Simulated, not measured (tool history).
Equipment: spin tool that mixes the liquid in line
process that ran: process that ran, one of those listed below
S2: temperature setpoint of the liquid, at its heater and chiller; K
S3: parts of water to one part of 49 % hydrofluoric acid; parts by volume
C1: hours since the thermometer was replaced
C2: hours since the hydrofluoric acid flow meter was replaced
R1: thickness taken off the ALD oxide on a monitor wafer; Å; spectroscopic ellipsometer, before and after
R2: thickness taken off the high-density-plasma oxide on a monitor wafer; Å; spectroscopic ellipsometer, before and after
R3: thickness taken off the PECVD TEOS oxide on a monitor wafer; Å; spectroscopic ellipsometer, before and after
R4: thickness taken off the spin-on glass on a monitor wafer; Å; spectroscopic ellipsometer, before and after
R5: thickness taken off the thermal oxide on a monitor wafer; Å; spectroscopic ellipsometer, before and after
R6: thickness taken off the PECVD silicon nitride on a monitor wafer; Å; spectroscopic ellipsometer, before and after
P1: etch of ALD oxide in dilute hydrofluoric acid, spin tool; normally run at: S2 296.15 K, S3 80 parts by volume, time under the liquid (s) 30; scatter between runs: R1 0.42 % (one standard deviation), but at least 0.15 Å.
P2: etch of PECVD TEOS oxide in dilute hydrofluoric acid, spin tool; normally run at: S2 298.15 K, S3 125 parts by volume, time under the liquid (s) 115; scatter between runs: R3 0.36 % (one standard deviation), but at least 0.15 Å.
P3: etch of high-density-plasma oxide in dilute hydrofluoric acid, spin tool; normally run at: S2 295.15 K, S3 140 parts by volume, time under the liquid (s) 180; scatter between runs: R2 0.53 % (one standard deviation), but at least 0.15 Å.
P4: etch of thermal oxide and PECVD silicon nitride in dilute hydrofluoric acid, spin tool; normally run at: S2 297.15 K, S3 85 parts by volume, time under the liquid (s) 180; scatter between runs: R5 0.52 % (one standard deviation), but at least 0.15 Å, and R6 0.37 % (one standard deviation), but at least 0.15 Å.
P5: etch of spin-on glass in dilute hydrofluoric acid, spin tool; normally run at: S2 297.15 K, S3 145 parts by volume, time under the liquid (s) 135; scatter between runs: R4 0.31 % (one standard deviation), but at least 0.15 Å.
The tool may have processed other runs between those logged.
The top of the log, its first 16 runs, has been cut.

run 17 hour=157.5 | process_that_ran=P1 S2=296.15 S3=140 time_under_the_liquid_(s)=30 | C1=919.2 C2=36.1 | R1=26.327
run 18 hour=164.1 | process_that_ran=P3 S2=295.15 S3=140 time_under_the_liquid_(s)=65 | C1=925.8 C2=42.7 | R2=20.159
run 19 hour=173.2 | process_that_ran=P1 S2=296.15 S3=80 time_under_the_liquid_(s)=15 | C1=934.9 C2=51.8 | R1=24.611
run 20 hour=182.2 | process_that_ran=P3 S2=295.15 S3=250 time_under_the_liquid_(s)=180 | C1=943.9 C2=60.8 | R2=28.059
run 21 hour=189.6 | process_that_ran=P4 S2=297.15 S3=85 time_under_the_liquid_(s)=180 | C1=951.3 C2=68.2 | R5=107.6 R6=54.528
run 22 hour=197.7 | process_that_ran=P2 S2=298.15 S3=50 time_under_the_liquid_(s)=115 | C1=959.4 C2=76.3 | R3=545.73
run 23 hour=209.9 | process_that_ran=P4 S2=301.65 S3=85 time_under_the_liquid_(s)=180 | C1=971.6 C2=88.5 | R5=129.94 R6=73.207
run 24 hour=217.1 | process_that_ran=P5 S2=293.65 S3=145 time_under_the_liquid_(s)=135 | C1=978.8 C2=95.7 | R4=164.86
run 25 hour=222.8 | process_that_ran=P1 S2=290.15 S3=80 time_under_the_liquid_(s)=30 | C1=984.5 C2=101.4 | R1=38.606
run 26 hour=231 | process_that_ran=P1 S2=296.15 S3=135 time_under_the_liquid_(s)=15 | C1=992.7 C2=109.6 | R1=13.696
run 27 hour=241 | process_that_ran=P2 S2=298.15 S3=125 time_under_the_liquid_(s)=115 | C1=1002.7 C2=119.6 | R3=198.92
run 28 hour=250.2 | process_that_ran=P5 S2=297.15 S3=145 time_under_the_liquid_(s)=15 | C1=1011.9 C2=128.8 | R4=20.868
run 29 hour=257.8 | process_that_ran=P4 S2=297.15 S3=55 time_under_the_liquid_(s)=180 | C1=1019.5 C2=136.4 | R5=175.18 R6=83.789
run 30 hour=264.7 | process_that_ran=P1 S2=296.15 S3=80 time_under_the_liquid_(s)=30 | C1=1026.4 C2=143.3 | R1=49.663

Run 31 has not been measured yet. What should we expect?
run 31 hour=272.5 | process_that_ran=P1 S2=296.15 S3=80 time_under_the_liquid_(s)=30 | C1=1034.2 C2=151.1 | R1=?

R1: 48.117 Å

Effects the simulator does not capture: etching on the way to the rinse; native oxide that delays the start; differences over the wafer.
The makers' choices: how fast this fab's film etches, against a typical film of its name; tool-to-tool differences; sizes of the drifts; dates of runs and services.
